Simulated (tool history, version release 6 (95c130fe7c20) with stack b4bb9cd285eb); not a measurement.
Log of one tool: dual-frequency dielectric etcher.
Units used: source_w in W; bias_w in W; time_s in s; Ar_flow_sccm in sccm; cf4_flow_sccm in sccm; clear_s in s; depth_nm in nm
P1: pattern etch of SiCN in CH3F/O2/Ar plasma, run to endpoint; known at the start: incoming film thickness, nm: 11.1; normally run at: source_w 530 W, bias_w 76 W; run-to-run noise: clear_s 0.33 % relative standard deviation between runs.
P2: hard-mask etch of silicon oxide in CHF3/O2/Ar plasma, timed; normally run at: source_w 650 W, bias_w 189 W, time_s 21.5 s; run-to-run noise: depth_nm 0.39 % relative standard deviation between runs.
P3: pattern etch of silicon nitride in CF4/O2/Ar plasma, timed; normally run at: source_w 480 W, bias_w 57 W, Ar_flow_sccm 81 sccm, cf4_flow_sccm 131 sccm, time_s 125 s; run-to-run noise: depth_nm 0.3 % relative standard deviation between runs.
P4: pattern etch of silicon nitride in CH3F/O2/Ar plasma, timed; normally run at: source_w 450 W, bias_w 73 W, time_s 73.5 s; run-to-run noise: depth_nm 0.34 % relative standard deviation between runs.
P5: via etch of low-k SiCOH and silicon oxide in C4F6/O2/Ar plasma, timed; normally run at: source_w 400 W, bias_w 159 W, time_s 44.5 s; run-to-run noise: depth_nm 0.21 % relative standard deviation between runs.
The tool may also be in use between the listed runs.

run   hour  process  source_w  bias_w  time_s  Ar_flow_sccm  cf4_flow_sccm  hours since the last wet clean  hours since the last source power generator calibration  hours since the last bias power generator calibration  clear_s  depth_nm
  1    5.2       P1       530      76                                                                  453                                                   3217.1                                                 1962.9   26.032
  2    8.8       P2       520     189    21.5                                                        456.6                                                   3220.7                                                 1966.5             40.173
  3   16.7       P3       480      42     125            81            131                           464.5                                                   3228.6                                                 1974.4             228.51
  4   21.2       P2       650     189    21.5                                                          469                                                   3233.1                                                 1978.9             43.885
  5   26.3       P5       480     159    44.5                                                        474.1                                                   3238.2                                                   1984             119.88
  6   34.3       P4       450      73   100.5                                                        482.1                                                   3246.2                                                   1992             72.146
  7   40.6       P1       420      58                                                                488.4                                                   3252.5                                                 1998.3   31.245
  8   47.5       P1       530      76                                                                495.3                                                   3259.4                                                 2005.2   25.951
  9   54.1       P5       400     159    64.5                                                        501.9                                                     3266                                                 2011.8              161.4
 10   58.9       P3       480      57   162.5            81            131                           506.7                                                   3270.8                                                 2016.6             332.75
 11   64.4       P1       530      76                                                                512.2                                                   3276.3                                                 2022.1   26.142
 12   69.5       P4       450      96    73.5                                                        517.3                                                   3281.4                                                 2027.2             58.197
 13   75.2       P5       400     159    44.5                                                          523                                                   3287.1                                                 2032.9             110.95
 14   82.1       P1       630     103                                                                529.9                                                     3294                                                 2039.8   21.949
 15   87.4       P5       400     110    44.5                                                        535.2                                                   3299.3                                                 2045.1             99.656
 16   93.5       P1       530      76                                                                541.3                                                   3305.4                                                 2051.2    26.14
 17  101.9       P2       650     135    21.5                                                        549.7                                                   3313.8                                                 2059.6             39.104
 18  106.2       P1       530      56                                                                  554                                                   3318.1                                                 2063.9   29.022
 19  112.7       P1       660      76                                                                560.5                                                   3324.6                                                 2070.4   23.986
 20  120.1       P3       480      57     125            81            179                           567.9                                                     3332                                                 2077.8             260.82
 21  123.9       P4       620      73    73.5                                                        571.7                                                   3335.8                                                 2081.6             59.899
 22  130.1       P1       530      76                                                                577.9                                                     3342                                                 2087.8   26.325
 23  136.4       P4       450      73    73.5                                                        584.2                                                   3348.3                                                 2094.1             52.675
 24  141.8       P3       480      57     125           113            131                           589.6                                                   3353.7                                                 2099.5             247.23
 25    149       P1       530      76                                                                596.8                                                   3360.9                                                 2106.7   26.139
 26  156.1       P3       570      57     125            81            131                           603.9                                                     3368                                                 2113.8              295.2
 27  164.1       P3       480      57     125            81            131                           611.9                                                     3376                                                 2121.8             255.62
 28  172.3       P1       410      76                                                                620.1                                                   3384.2                                                   2130   28.881
 29  177.3       P1       530     104                                                                625.1                                                   3389.2                                                   2135   23.319
 30  183.5       P1       440      47                                                                631.3                                                   3395.4                                                 2141.2   32.768
 31  188.7       P2       650     189    31.5                                                        636.5                                                   3400.6                                                 2146.4             64.476
 32  192.4       P1       530      76                                                                640.2                                                   3404.3                                                 2150.1   26.177
 33  197.3       P1       530      76                                                                645.1                                                   3409.2                                                   2155   26.005
 34  205.5       P1       530      76                                                                653.3                                                   3417.4                                                 2163.2   25.806
 35  209.5       P1       530      76                                                                657.3                                                   3421.4                                                 2167.2   25.875
     210.9  -- wet clean of the chamber
 36  217.8       P1       530      76                                                                  6.9                                                   3429.7                                                 2175.5   25.648
 37  223.4       P1       530      76                                                                 12.5                                                   3435.3                                                 2181.1    25.73
 38  229.3       P1       530      76                                                                 18.4                                                   3441.2                                                   2187    25.73
 39  235.6       P1       530      76                                                                 24.7                                                   3447.5                                                 2193.3   25.843
 40  242.5       P1       530      76                                                                 31.6                                                   3454.4                                                 2200.2   25.623

Compared with where it was, what P1 gives has crept away. Each cause listed below fits the log as well as the rest, at the size given for it:
A: source power that arrives over what is set, % = 4.48
B: bias power that arrives over what is set, % = 4.81
Onset of the creep was near hour 192.4.
All other causes, with the reason each is excluded:
chamber walls in a state that raises the etch rate, %: serviced after onset, at hour 210.9, with no recovery of the prior output

Which of the 4 check runs listed below separates the causes, so that each cause would produce a clearly different result? Each run uses one wafer, and its results are marked with question marks.
check 1  249.4       P4       450      73    73.5                                                                                                                                                                                               ?
check 2  249.4       P5       400     159    44.5                                                                                                                                                                                               ?
check 3  249.4       P2       650     189    21.5                                                                                                                                                                                               ?
check 4  249.4       P3       480      57     125            81            131                                                                                                                                                                  ?

How each check would come out, cause by cause:
  check    result    if A    if B
check 1  depth_nm   53.67  53.639
check 2  depth_nm   113.1   112.8
check 3  depth_nm  44.604  44.567
check 4  depth_nm  265.26  259.73
How far apart the two closest causes lie, in the result that separates them most: check 1 0.06 %; check 2 0.27 %; check 3 0.08 %; check 4 2.11 %
Only check 4 tells the causes apart: in the others they would give nearly the same result.

With check 4 done, the readings were: depth_nm 261.18 nm. Identify which of the listed causes applies.

It was cause B: bias power that arrives over what is set, %.
